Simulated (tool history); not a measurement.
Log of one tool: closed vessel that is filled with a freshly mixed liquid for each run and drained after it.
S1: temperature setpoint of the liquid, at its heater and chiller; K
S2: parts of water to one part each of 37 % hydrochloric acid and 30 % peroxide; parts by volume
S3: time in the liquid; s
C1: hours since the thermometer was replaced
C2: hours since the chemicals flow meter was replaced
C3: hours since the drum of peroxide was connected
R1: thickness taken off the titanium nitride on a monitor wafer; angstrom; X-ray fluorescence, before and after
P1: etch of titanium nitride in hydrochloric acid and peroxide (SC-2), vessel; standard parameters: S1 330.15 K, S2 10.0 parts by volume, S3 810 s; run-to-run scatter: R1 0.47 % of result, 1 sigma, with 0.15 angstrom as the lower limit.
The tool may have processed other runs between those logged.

{"run": 1, "day": 0.4, "S1": 330.15, "S2": 10.0, "S3": 810, "C1": 1033.9, "C2": 504.4, "C3": 363.2, "R1": 575.43}
{"run": 2, "day": 0.621, "S1": 315.15, "S2": 16.0, "S3": 810, "C1": 1039.2, "C2": 509.7, "C3": 368.5, "R1": 141.16}
{"run": 3, "day": 0.946, "S1": 330.15, "S2": 10.0, "S3": 810, "C1": 1047.0, "C2": 517.5, "C3": 376.3, "R1": 580.86}
{"run": 4, "day": 1.162, "S1": 330.15, "S2": 10.0, "S3": 1215, "C1": 1052.2, "C2": 522.7, "C3": 381.5, "R1": 861.18}
{"day": 1.462, "done": "chemicals flow meter replaced"}
{"run": 5, "day": 1.467, "S1": 330.15, "S2": 10.0, "S3": 85, "C1": 1059.5, "C2": 0.2, "C3": 388.8, "R1": 60.178}
{"run": 6, "day": 1.804, "S1": 330.15, "S2": 10.0, "S3": 810, "C1": 1067.6, "C2": 8.3, "C3": 396.9, "R1": 576.34}
{"run": 7, "day": 2.058, "S1": 314.65, "S2": 10.0, "S3": 810, "C1": 1073.7, "C2": 14.4, "C3": 403.0, "R1": 204.61}
{"run": 8, "day": 2.417, "S1": 330.15, "S2": 10.0, "S3": 810, "C1": 1082.3, "C2": 23.0, "C3": 411.6, "R1": 574.11}
{"run": 9, "day": 2.688, "S1": 330.15, "S2": 10.0, "S3": 810, "C1": 1088.8, "C2": 29.5, "C3": 418.1, "R1": 579.05}
{"run": 10, "day": 3.112, "S1": 330.15, "S2": 4.0, "S3": 810, "C1": 1099.0, "C2": 39.7, "C3": 428.3, "R1": 1149.0}
{"run": 11, "day": 3.433, "S1": 330.15, "S2": 14.0, "S3": 1540, "C1": 1106.7, "C2": 47.4, "C3": 436.0, "R1": 818.39}
{"run": 12, "day": 3.683, "S1": 344.15, "S2": 10.0, "S3": 1345, "C1": 1112.7, "C2": 53.4, "C3": 442.0, "R1": 2282.2}
{"run": 13, "day": 3.992, "S1": 330.15, "S2": 16.5, "S3": 810, "C1": 1120.1, "C2": 60.8, "C3": 449.4, "R1": 374.19}
{"run": 14, "day": 4.192, "S1": 343.65, "S2": 10.0, "S3": 810, "C1": 1124.9, "C2": 65.6, "C3": 454.2, "R1": 1323.5}
{"run": 15, "day": 4.512, "S1": 330.15, "S2": 10.0, "S3": 810, "C1": 1132.6, "C2": 73.3, "C3": 461.9, "R1": 579.61}
{"run": 16, "day": 4.883, "S1": 330.15, "S2": 10.0, "S3": 810, "C1": 1141.5, "C2": 82.2, "C3": 470.8, "R1": 562.42}
{"run": 17, "day": 5.138, "S1": 330.15, "S2": 10.0, "S3": 810, "C1": 1147.6, "C2": 88.3, "C3": 476.9, "R1": 555.65}
{"run": 18, "day": 5.467, "S1": 330.15, "S2": 10.0, "S3": 810, "C1": 1155.5, "C2": 96.2, "C3": 484.8, "R1": 548.04}
{"run": 19, "day": 5.679, "S1": 330.15, "S2": 10.0, "S3": 810, "C1": 1160.6, "C2": 101.3, "C3": 489.9, "R1": 544.35}
{"run": 20, "day": 5.875, "S1": 330.15, "S2": 10.0, "S3": 810, "C1": 1165.3, "C2": 106.0, "C3": 494.6, "R1": 541.51}
{"run": 21, "day": 6.217, "S1": 330.15, "S2": 10.0, "S3": 810, "C1": 1173.5, "C2": 114.2, "C3": 502.8, "R1": 543.87}
{"run": 22, "day": 6.533, "S1": 330.15, "S2": 10.0, "S3": 810, "C1": 1181.1, "C2": 121.8, "C3": 510.4, "R1": 539.94}
{"day": 6.812, "done": "new drum of peroxide connected"}
{"run": 23, "day": 6.917, "S1": 330.15, "S2": 10.0, "S3": 810, "C1": 1190.3, "C2": 131.0, "C3": 2.6, "R1": 540.26}
{"run": 24, "day": 7.292, "S1": 330.15, "S2": 10.0, "S3": 810, "C1": 1199.3, "C2": 140.0, "C3": 11.6, "R1": 540.15}
{"run": 25, "day": 7.5, "S1": 330.15, "S2": 10.0, "S3": 810, "C1": 1204.3, "C2": 145.0, "C3": 16.6, "R1": 538.98}
{"run": 26, "day": 7.883, "S1": 330.15, "S2": 10.0, "S3": 810, "C1": 1213.5, "C2": 154.2, "C3": 25.8, "R1": 536.33}

P1 has crept away from where it was. The log is fitted equally well by each of these 2 causes, at the sizes shown:
A: chemicals flow below the setpoint (%) = 8.73
B: liquid colder than its thermometer reads (K) = 1.2
At approximately day 4.512, the process output began to creep.
Every other cause this tool's parts could produce, and why it does not fit the log:
peroxide weaker than its label (%): serviced at day 6.812, after the drift had started, without restoring the earlier output

Consider the 4 check runs below, whose results appear as question marks and each of which averages 3 wafers. Which one distinguishes the causes, in that each cause would give it a clearly different result?
{"run": "check 1", "day": 8.267, "S1": 341.15, "S2": 10.0, "S3": 810, "R1": "?"}
{"run": "check 2", "day": 8.267, "S1": 339.65, "S2": 10.0, "S3": 155, "R1": "?"}
{"run": "check 3", "day": 8.267, "S1": 330.15, "S2": 15.5, "S3": 255, "R1": "?"}
{"run": "check 4", "day": 8.267, "S1": 318.15, "S2": 4.0, "S3": 810, "R1": "?"}

How each check would come out, cause by cause:
check=check_1 result=R1 if_A=1056.500 if_B=1061.500
check=check_2 result=R1 if_A=184.750 if_B=185.500
check=check_3 result=R1 if_A=115.020 if_B=115.520
check=check_4 result=R1 if_A=490.430 if_B=480.250
How far apart the two closest causes lie, in the result that separates them most: check 1 0.47 %; check 2 0.4 %; check 3 0.44 %; check 4 2.1 %
The causes can be told apart only by check 4. The other checks would give nearly the same results under each of them.

Running check 4 produced the following: R1 490.670 angstrom. Which one of the listed causes fits?

The cause is A: chemicals flow below the setpoint (%).

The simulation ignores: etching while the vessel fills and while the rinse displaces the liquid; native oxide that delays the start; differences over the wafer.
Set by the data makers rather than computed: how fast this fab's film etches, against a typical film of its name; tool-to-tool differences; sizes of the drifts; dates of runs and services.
